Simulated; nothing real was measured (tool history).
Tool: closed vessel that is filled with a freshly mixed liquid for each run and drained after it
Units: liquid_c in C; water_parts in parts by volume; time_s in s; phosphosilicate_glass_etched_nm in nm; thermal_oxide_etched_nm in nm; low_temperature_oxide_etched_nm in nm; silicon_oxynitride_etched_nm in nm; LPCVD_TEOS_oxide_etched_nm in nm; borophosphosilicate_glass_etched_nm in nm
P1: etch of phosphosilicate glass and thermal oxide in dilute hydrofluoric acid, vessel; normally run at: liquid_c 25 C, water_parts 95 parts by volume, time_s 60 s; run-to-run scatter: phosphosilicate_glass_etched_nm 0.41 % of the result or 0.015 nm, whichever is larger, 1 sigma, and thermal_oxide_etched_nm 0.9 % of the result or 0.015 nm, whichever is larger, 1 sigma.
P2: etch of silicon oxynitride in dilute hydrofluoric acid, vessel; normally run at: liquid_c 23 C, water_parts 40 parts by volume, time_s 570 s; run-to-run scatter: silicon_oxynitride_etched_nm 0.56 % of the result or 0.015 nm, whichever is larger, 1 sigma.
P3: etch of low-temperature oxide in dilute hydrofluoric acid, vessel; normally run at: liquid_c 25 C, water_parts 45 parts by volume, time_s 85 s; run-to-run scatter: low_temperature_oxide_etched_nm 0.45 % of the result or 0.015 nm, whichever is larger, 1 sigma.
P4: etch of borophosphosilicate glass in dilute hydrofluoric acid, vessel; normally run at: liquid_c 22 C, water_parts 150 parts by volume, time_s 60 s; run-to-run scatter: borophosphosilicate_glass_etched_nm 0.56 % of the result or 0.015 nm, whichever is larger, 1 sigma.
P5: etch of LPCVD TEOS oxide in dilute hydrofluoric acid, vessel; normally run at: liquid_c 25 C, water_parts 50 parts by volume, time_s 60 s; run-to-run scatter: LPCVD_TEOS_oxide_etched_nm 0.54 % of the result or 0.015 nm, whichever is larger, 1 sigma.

| run | hour | process | liquid_c | water_parts | time_s | hours since the thermometer was replaced | hours since the hydrofluoric acid flow meter was replaced | phosphosilicate_glass_etched_nm | thermal_oxide_etched_nm | low_temperature_oxide_etched_nm | silicon_oxynitride_etched_nm | LPCVD_TEOS_oxide_etched_nm | borophosphosilicate_glass_etched_nm |
|---|---|---|---|---|---|---|---|---|---|---|---|---|---|
| 1 | 11.2 | P1 | 25 | 95 | 60 | 573.2 | 759.8 | 73.323 | 3.2952 |  |  |  |  |
| 2 | 19 | P3 | 25 | 75 | 85 | 581 | 767.6 |  |  | 13.755 |  |  |  |
| 3 | 30.4 | P2 | 23 | 60 | 570 | 592.4 | 779 |  |  |  | 28.303 |  |  |
| 4 | 41.4 | P1 | 25 | 95 | 60 | 603.4 | 790 | 73.223 | 3.2128 |  |  |  |  |
| 5 | 48.2 | P3 | 25 | 45 | 85 | 610.2 | 796.8 |  |  | 23.979 |  |  |  |
| 6 | 57.4 | P1 | 25 | 95 | 60 | 619.4 | 806 | 73.45 | 3.2391 |  |  |  |  |
| 7 | 63.9 | P5 | 25 | 50 | 60 | 625.9 | 812.5 |  |  |  |  | 41.71 |  |
| 8 | 72.3 | P1 | 33 | 95 | 60 | 634.3 | 820.9 | 99.337 | 4.3848 |  |  |  |  |
| 9 | 77.9 | P1 | 25 | 95 | 60 | 639.9 | 826.5 | 72.97 | 3.2833 |  |  |  |  |
| 10 | 90 | P2 | 23 | 40 | 1090 | 652 | 838.6 |  |  |  | 83.141 |  |  |
| 11 | 95.5 | P1 | 25 | 95 | 60 | 657.5 | 844.1 | 73.321 | 3.2418 |  |  |  |  |
| 12 | 104.3 | P1 | 25 | 135 | 85 | 666.3 | 852.9 | 69.303 | 3.0519 |  |  |  |  |
| 13 | 111.6 | P1 | 25 | 95 | 30 | 673.6 | 860.2 | 36.666 | 1.5942 |  |  |  |  |
| 14 | 119 | P1 | 25 | 95 | 95 | 681 | 867.6 | 116.13 | 5.1179 |  |  |  |  |
| 15 | 126.5 | P5 | 25 | 50 | 105 | 688.5 | 875.1 |  |  |  |  | 73.715 |  |
| 16 | 132.9 | P4 | 22 | 150 | 110 | 694.9 | 881.5 |  |  |  |  |  | 31.743 |
| 17 | 138.7 | P2 | 23 | 40 | 570 | 700.7 | 887.3 |  |  |  | 43.575 |  |  |
| 18 | 144.9 | P1 | 32.5 | 35 | 60 | 706.9 | 893.5 | 292.21 | 12.991 |  |  |  |  |
| 19 | 150.2 | P3 | 25 | 45 | 140 | 712.2 | 898.8 |  |  | 39.036 |  |  |  |
| 20 | 161.5 | P1 | 33 | 135 | 60 | 723.5 | 910.1 | 65.53 | 2.9248 |  |  |  |  |
| 21 | 167.6 | P5 | 25 | 50 | 60 | 729.6 | 916.2 |  |  |  |  | 42.081 |  |
| 22 | 178.6 | P4 | 22 | 150 | 60 | 740.6 | 927.2 |  |  |  |  |  | 17.272 |

The next listed run, before its measurement:
| 23 | 184.3 | P1 | 17 | 95 | 60 | 746.3 | 932.9 | ? | ? |  |  |  |  |

phosphosilicate_glass_etched_nm: 53.164 nm
thermal_oxide_etched_nm: 2.3701 nm

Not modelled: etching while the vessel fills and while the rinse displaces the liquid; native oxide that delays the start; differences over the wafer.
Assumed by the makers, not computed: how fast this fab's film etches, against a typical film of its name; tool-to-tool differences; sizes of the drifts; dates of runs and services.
